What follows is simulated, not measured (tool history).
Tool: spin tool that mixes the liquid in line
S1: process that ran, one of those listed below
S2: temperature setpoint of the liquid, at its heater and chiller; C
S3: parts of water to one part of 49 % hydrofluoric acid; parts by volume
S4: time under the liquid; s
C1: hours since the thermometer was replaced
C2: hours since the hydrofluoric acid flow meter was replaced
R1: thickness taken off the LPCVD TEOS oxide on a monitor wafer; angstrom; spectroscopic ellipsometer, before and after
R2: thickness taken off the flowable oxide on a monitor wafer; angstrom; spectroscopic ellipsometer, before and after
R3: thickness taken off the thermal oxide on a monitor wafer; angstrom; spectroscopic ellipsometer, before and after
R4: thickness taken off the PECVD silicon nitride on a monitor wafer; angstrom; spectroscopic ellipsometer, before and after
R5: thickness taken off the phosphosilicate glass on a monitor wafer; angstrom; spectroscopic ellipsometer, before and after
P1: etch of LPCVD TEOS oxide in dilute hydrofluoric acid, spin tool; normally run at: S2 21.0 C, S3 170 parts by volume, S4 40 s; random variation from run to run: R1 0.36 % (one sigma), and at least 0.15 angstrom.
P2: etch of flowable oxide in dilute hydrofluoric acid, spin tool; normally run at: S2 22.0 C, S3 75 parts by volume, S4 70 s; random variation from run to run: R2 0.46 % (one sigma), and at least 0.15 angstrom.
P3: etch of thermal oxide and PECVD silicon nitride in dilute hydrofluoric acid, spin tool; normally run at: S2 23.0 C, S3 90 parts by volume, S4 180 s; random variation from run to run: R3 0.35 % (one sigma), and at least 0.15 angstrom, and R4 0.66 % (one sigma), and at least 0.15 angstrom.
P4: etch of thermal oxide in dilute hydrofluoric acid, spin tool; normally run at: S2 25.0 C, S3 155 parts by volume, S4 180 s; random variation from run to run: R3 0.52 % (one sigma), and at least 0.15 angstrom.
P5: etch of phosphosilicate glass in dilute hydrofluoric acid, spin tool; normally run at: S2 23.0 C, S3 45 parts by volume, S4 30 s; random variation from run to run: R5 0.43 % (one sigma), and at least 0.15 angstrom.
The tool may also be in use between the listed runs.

run 1 hour=2.9 | S1=P1 S2=21.0 S3=170 S4=40 | C1=1964.8 C2=1057.7 | R1=77.518
run 2 hour=5.4 | S1=P2 S2=22.0 S3=75 S4=70 | C1=1967.3 C2=1060.2 | R2=440.38
run 3 hour=7.6 | S1=P4 S2=25.0 S3=155 S4=180 | C1=1969.5 C2=1062.4 | R3=54.479
run 4 hour=10.0 | S1=P3 S2=23.0 S3=90 S4=45 | C1=1971.9 C2=1064.8 | R3=22.393 R4=11.271
run 5 hour=13.2 | S1=P1 S2=21.0 S3=45 S4=60 | C1=1975.1 C2=1068.0 | R1=501.020
run 6 hour=17.2 | S1=P1 S2=21.0 S3=170 S4=15 | C1=1979.1 C2=1072.0 | R1=28.349
run 7 hour=20.3 | S1=P4 S2=25.0 S3=85 S4=180 | C1=1982.2 C2=1075.1 | R3=107.310
run 8 hour=22.4 | S1=P2 S2=22.0 S3=115 S4=70 | C1=1984.3 C2=1077.2 | R2=276.78
run 9 hour=25.0 | S1=P5 S2=23.0 S3=45 S4=30 | C1=1986.9 C2=1079.8 | R5=665.61
run 10 hour=30.0 | S1=P2 S2=28.5 S3=75 S4=70 | C1=1991.9 C2=1084.8 | R2=577.89
run 11 hour=34.4 | S1=P5 S2=23.0 S3=75 S4=30 | C1=1996.3 C2=1089.2 | R5=384.37
run 12 hour=37.3 | S1=P3 S2=30.5 S3=90 S4=180 | C1=1999.2 C2=1092.1 | R3=121.960 R4=71.842
run 13 hour=41.6 | S1=P1 S2=21.0 S3=60 S4=20 | C1=2003.5 C2=1096.4 | R1=123.120
run 14 hour=45.1 | S1=P1 S2=21.0 S3=170 S4=40 | C1=2007.0 C2=1099.9 | R1=76.890
run 15 hour=47.8 | S1=P3 S2=23.0 S3=90 S4=180 | C1=2009.7 C2=1102.6 | R3=90.650 R4=44.165
run 16 hour=51.8 | S1=P1 S2=21.0 S3=170 S4=40 | C1=2013.7 C2=1106.6 | R1=76.636
run 17 hour=54.2 | S1=P1 S2=21.0 S3=170 S4=80 | C1=2016.1 C2=1109.0 | R1=153.310
run 18 hour=57.8 | S1=P5 S2=17.0 S3=45 S4=30 | C1=2019.7 C2=1112.6 | R5=517.46
run 19 hour=62.7 | S1=P1 S2=25.0 S3=170 S4=40 | C1=2024.6 C2=1117.5 | R1=89.910
run 20 hour=66.4 | S1=P2 S2=22.0 S3=75 S4=135 | C1=2028.3 C2=1121.2 | R2=856.78
run 21 hour=69.5 | S1=P3 S2=23.0 S3=90 S4=180 | C1=2031.4 C2=1124.3 | R3=90.531 R4=44.359
run 22 hour=72.3 | S1=P3 S2=23.0 S3=40 S4=180 | C1=2034.2 C2=1127.1 | R3=217.980 R4=96.895
run 23 hour=75.1 | S1=P4 S2=17.5 S3=155 S4=180 | C1=2037.0 C2=1129.9 | R3=40.114
run 24 hour=79.1 | S1=P5 S2=23.0 S3=45 S4=30 | C1=2041.0 C2=1133.9 | R5=672.74
run 25 hour=82.3 | S1=P1 S2=21.0 S3=170 S4=40 | C1=2044.2 C2=1137.1 | R1=77.177
run 26 hour=86.0 | S1=P1 S2=21.0 S3=295 S4=40 | C1=2047.9 C2=1140.8 | R1=39.249
run 27 hour=90.4 | S1=P5 S2=23.0 S3=45 S4=15 | C1=2052.3 C2=1145.2 | R5=335.36
-- hour=91.1 hydrofluoric acid flow meter replaced
run 28 hour=94.1 | S1=P1 S2=21.0 S3=75 S4=40 | C1=2056.0 C2=3.1 | R1=193.790
run 29 hour=98.3 | S1=P1 S2=17.0 S3=170 S4=40 | C1=2060.2 C2=7.3 | R1=65.562
run 30 hour=101.0 | S1=P4 S2=25.0 S3=155 S4=315 | C1=2062.9 C2=10.0 | R3=94.690
run 31 hour=104.2 | S1=P1 S2=21.0 S3=170 S4=40 | C1=2066.1 C2=13.2 | R1=76.961
run 32 hour=106.9 | S1=P1 S2=21.0 S3=170 S4=40 | C1=2068.8 C2=15.9 | R1=75.592
run 33 hour=111.8 | S1=P1 S2=21.0 S3=170 S4=40 | C1=2073.7 C2=20.8 | R1=73.853
run 34 hour=115.2 | S1=P1 S2=21.0 S3=170 S4=40 | C1=2077.1 C2=24.2 | R1=74.192
run 35 hour=118.0 | S1=P1 S2=21.0 S3=170 S4=40 | C1=2079.9 C2=27.0 | R1=73.383
run 36 hour=121.8 | S1=P1 S2=21.0 S3=170 S4=40 | C1=2083.7 C2=30.8 | R1=72.911
run 37 hour=126.6 | S1=P1 S2=21.0 S3=170 S4=40 | C1=2088.5 C2=35.6 | R1=72.851
run 38 hour=129.0 | S1=P1 S2=21.0 S3=170 S4=40 | C1=2090.9 C2=38.0 | R1=72.547
run 39 hour=131.6 | S1=P1 S2=21.0 S3=170 S4=40 | C1=2093.5 C2=40.6 | R1=72.415
run 40 hour=134.1 | S1=P1 S2=21.0 S3=170 S4=40 | C1=2096.0 C2=43.1 | R1=73.173
run 41 hour=137.4 | S1=P1 S2=21.0 S3=170 S4=40 | C1=2099.3 C2=46.4 | R1=72.460
run 42 hour=141.8 | S1=P1 S2=21.0 S3=170 S4=40 | C1=2103.7 C2=50.8 | R1=72.445

What P1 gives has crept away from where it was. These 2 causes fit the log equally well, each at the size given:
A: liquid colder than its thermometer reads (K) = 1.42
B: hydrofluoric acid flow below the setpoint (%) = 4.59
The creep began at about hour 104.2.

4 check runs are offered, each on 2 wafers whose results are averaged, their results left as question marks. Which one tells the causes apart?
run check 1 hour=146.2 | S1=P4 S2=18.5 S3=155 S4=280 | R3=?
run check 2 hour=146.2 | S1=P2 S2=26.5 S3=75 S4=120 | R2=?
run check 3 hour=146.2 | S1=P5 S2=23.0 S3=70 S4=30 | R5=?
run check 4 hour=146.2 | S1=P3 S2=30.0 S3=50 S4=180 | R3=? R4=?

What each check would give under each cause:
check=check_1 result=R3 if_A=61.689 if_B=61.885
check=check_2 result=R2 if_A=861.27 if_B=865.20
check=check_3 result=R5 if_A=392.90 if_B=395.71
check=check_4 result=R3 if_A=215.490 if_B=216.630
check=check_4 result=R4 if_A=113.690 if_B=118.980
How far apart the two closest causes lie, in the result that separates them most: check 1 0.32 %; check 2 0.46 %; check 3 0.71 %; check 4 4.55 %
Only check 4 tells the causes apart: in the others they would give nearly the same result.

Check 4 was then run and gave: R3 216.450 angstrom; R4 114.570 angstrom. Which cause is it?

It is A: liquid colder than its thermometer reads (K).

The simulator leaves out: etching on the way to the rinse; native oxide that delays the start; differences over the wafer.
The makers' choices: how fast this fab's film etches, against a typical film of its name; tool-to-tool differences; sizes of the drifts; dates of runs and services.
